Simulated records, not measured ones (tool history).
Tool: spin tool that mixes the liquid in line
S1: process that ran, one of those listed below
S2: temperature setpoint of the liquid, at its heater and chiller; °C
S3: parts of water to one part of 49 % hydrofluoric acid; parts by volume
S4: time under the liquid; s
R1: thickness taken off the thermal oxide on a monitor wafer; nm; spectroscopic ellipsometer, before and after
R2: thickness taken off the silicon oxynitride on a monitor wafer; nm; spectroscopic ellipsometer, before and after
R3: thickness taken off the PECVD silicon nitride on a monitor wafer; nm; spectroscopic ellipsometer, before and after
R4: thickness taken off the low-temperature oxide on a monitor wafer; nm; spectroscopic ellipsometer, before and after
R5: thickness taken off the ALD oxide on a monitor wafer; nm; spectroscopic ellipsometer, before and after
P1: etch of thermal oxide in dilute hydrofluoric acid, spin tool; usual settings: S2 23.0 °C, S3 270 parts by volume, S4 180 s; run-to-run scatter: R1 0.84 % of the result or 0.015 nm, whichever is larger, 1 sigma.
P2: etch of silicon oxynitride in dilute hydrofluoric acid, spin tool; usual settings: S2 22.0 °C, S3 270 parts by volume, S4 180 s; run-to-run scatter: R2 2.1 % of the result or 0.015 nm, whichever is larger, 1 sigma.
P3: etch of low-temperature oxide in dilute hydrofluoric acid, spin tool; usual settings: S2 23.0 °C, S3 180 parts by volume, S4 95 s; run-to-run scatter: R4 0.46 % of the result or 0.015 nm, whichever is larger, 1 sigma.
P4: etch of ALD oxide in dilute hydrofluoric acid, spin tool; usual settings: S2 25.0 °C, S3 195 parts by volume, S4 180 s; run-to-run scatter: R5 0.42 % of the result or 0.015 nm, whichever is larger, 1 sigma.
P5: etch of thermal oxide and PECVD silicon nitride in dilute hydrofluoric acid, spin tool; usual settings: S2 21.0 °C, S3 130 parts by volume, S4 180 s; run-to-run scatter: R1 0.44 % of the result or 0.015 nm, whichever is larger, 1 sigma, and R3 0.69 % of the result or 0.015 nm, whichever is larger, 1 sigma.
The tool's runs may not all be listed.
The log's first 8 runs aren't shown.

run	hour	S1	S2	S3	S4	R1	R2	R3	R4	R5
9	102.3	P4	25.0	195	315					19.701
10	118.5	P5	21.0	130	180	5.33500		3.4959		
11	126.4	P1	23.0	270	305	4.26520				
12	135.2	P4	31.0	195	180					13.894
13	145.1	P5	21.0	220	180	2.87060		2.1064		
14	161.8	P1	23.0	270	180	2.48820				
15	175.5	P1	17.0	270	180	1.98710				
16	188.2	P3	23.0	330	95				3.8249	
17	202.4	P2	22.0	270	180		1.05380			
18	216.3	P1	23.0	270	180	2.49820				
19	226.2	P2	22.0	430	180		0.59641			
20	241.8	P2	22.0	270	180		1.05170			
21	258.3	P1	17.0	270	275	3.07960				
22	267.2	P5	17.0	130	180	4.54060		2.6583		
23	282.9	P2	17.0	270	180		0.84917			
# hour 290.5: hydrofluoric acid flow meter replaced
24	298.2	P1	23.0	270	70	0.97402				

The next listed run, before its measurement:
25	315.0	P4	25.0	60	180					?

R5: 42.866 nm
